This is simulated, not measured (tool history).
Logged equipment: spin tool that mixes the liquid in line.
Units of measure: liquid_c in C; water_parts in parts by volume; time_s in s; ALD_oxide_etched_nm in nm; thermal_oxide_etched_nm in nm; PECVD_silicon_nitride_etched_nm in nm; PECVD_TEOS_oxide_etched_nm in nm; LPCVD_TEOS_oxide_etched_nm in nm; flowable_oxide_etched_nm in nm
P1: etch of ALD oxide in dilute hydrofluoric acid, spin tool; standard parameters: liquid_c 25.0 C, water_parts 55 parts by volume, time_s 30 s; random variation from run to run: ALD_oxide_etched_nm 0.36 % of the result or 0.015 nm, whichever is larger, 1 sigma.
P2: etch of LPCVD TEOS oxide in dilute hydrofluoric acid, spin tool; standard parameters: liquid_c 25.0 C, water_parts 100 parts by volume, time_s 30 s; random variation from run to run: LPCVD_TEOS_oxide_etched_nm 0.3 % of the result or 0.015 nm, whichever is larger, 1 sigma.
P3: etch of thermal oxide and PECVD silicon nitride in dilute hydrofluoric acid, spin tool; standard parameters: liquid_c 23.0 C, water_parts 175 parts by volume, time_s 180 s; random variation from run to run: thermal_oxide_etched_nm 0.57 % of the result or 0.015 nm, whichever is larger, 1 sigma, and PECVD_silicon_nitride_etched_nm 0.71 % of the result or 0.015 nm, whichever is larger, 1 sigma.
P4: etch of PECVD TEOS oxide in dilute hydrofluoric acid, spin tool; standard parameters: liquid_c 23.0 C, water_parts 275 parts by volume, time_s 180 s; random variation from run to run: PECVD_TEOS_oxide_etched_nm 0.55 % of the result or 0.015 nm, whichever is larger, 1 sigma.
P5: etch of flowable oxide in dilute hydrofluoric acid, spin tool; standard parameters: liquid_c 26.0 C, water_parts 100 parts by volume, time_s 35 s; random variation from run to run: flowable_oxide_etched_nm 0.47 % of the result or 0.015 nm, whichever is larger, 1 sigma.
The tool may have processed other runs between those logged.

run   hour  process  liquid_c  water_parts  time_s  hours since the thermometer was replaced  hours since the hydrofluoric acid flow meter was replaced  ALD_oxide_etched_nm  thermal_oxide_etched_nm  PECVD_silicon_nitride_etched_nm  PECVD_TEOS_oxide_etched_nm  LPCVD_TEOS_oxide_etched_nm  flowable_oxide_etched_nm
  1   11.3       P1      25.0           55      30                                     996.3                                                      695.3               7.8425
  2   20.5       P1      25.0           90      50                                    1005.5                                                      704.5               7.5341
  3   29.5       P3      23.0          175     180                                    1014.5                                                      713.5                                        4.5775                           3.6986
  4   39.9       P1      25.0           55      30                                    1024.9                                                      723.9               7.8105
  5   47.0       P1      29.5           55      50                                    1032.0                                                      731.0              15.6360
  6   54.7       P1      25.0           55      15                                    1039.7                                                      738.7               3.8910
  7   64.0       P3      26.5          175     180                                    1049.0                                                      748.0                                        5.2539                           4.5546
  8   71.4       P1      25.0           90      30                                    1056.4                                                      755.4               4.5857
  9   80.9       P1      25.0           55      30                                    1065.9                                                      764.9               7.7516
 10   91.3       P1      25.0           55      30                                    1076.3                                                      775.3               7.7956
 11   99.8       P1      29.0           55      30                                    1084.8                                                      783.8               9.2159
 12  107.6       P4      23.0          275     275                                    1092.6                                                      791.6                                                                                                     8.8906
 13  121.3       P2      25.0          100      30                                    1106.3                                                      805.3                                                                                                                                16.6530
 14  131.0       P5      26.0          175      35                                    1116.0                                                      815.0                                                                                                                                                           6.2884
 15  143.8       P1      25.0           55      30                                    1128.8                                                      827.8               7.8419
 16  154.0       P1      25.0           30      30                                    1139.0                                                      838.0              14.8870
 17  168.1       P2      25.0          100      30                                    1153.1                                                      852.1                                                                                                                                16.6880
 18  179.0       P5      26.0          100      15                                    1164.0                                                      863.0                                                                                                                                                           5.2168
 19  190.2       P2      25.0           35      30                                    1175.2                                                      874.2                                                                                                                                52.1610
 20  196.8       P1      25.0           55      55                                    1181.8                                                      880.8              14.3440
 21  210.4       P3      23.0          175     290                                    1195.4                                                      894.4                                        7.3457                           5.9203
 22  224.1       P1      25.0           55      30                                    1209.1                                                      908.1               7.8013
 23  236.8       P5      26.0          100      35                                    1221.8                                                      920.8                                                                                                                                                          12.0260
 24  245.6       P3      23.0          310     180                                    1230.6                                                      929.6                                        2.2431                           2.1166
 25  254.9       P4      23.0           45     180                                    1239.9                                                      938.9                                                                                                    45.7540
 26  262.9       P2      30.5          100      30                                    1247.9                                                      946.9                                                                                                                                20.6370
 27  270.1       P1      20.5           55      30                                    1255.1                                                      954.1               6.4782
 28  277.0       P4      31.0          275     180                                    1262.0                                                      961.0                                                                                                     7.6519
 29  286.3       P4      23.0          275     180                                    1271.3                                                      970.3                                                                                                     5.8993
 30  294.6       P2      25.0          100      15                                    1279.6                                                      978.6                                                                                                                                 8.3488
 31  308.9       P1      25.0           55      30                                    1293.9                                                      992.9               7.8460
 32  317.4       P5      21.5          100      35                                    1302.4                                                     1001.4                                                                                                                                                          10.1390
 33  328.4       P1      25.0           55      30                                    1313.4                                                     1012.4               7.8077
 34  339.2       P1      25.0           55      30                                    1324.2                                                     1023.2               8.0176
 35  352.6       P1      25.0           55      30                                    1337.6                                                     1036.6               8.2705
 36  359.7       P1      25.0           55      30                                    1344.7                                                     1043.7               8.2455
 37  371.7       P1      25.0           55      30                                    1356.7                                                     1055.7               8.3258
 38  379.7       P1      25.0           55      30                                    1364.7                                                     1063.7               8.2722
 39  387.8       P1      25.0           55      30                                    1372.8                                                     1071.8               8.3848
 40  401.8       P1      25.0           55      30                                    1386.8                                                     1085.8               8.3703
 41  412.2       P1      25.0           55      30                                    1397.2                                                     1096.2               8.3865
 42  418.8       P1      25.0           55      30                                    1403.8                                                     1102.8               8.4751

P1 no longer gives what it gave before; its output has crept away from where it was. The following 2 causes, each at its listed size, fit the log equally well:
A: hydrofluoric acid flow above the setpoint (%) = 7.01
B: liquid hotter than its thermometer reads (K) = 1.8
The drift started at roughly hour 328.4.

The list below offers 4 check runs, each averaging the results of 2 wafers, and shows each result as a question mark. For which of them would the listed causes give clearly different results?
check 1  425.4       P4      23.0           90     180                                                                                                                                                                                                               ?
check 2  425.4       P5      26.0          100      20                                                                                                                                                                                                                                                                     ?
check 3  425.4       P2      25.0           50      15                                                                                                                                                                                                                                           ?
check 4  425.4       P3      23.0          310     290                                                                                                                                                  ?                                ?

Outcome of each check run for each possible cause:
  check                           result     if A     if B
check 1       PECVD_TEOS_oxide_etched_nm  23.4730  23.4000
check 2         flowable_oxide_etched_nm   7.4879   7.4374
check 3       LPCVD_TEOS_oxide_etched_nm  19.1800  19.1930
check 4          thermal_oxide_etched_nm   3.9579   3.8607
check 4  PECVD_silicon_nitride_etched_nm   3.6100   3.7682
How far apart the two closest causes lie, in the result that separates them most: check 1 0.31 %; check 2 0.68 %; check 3 0.07 %; check 4 4.29 %
Of the check runs offered, only check 4 discriminates between the causes; the rest would read about the same regardless of which cause applies.

Running check 4 produced the following: thermal_oxide_etched_nm 4.0008 nm; PECVD_silicon_nitride_etched_nm 3.6220 nm. Which one of the listed causes fits?

Of the candidate causes, it is A: hydrofluoric acid flow above the setpoint (%).
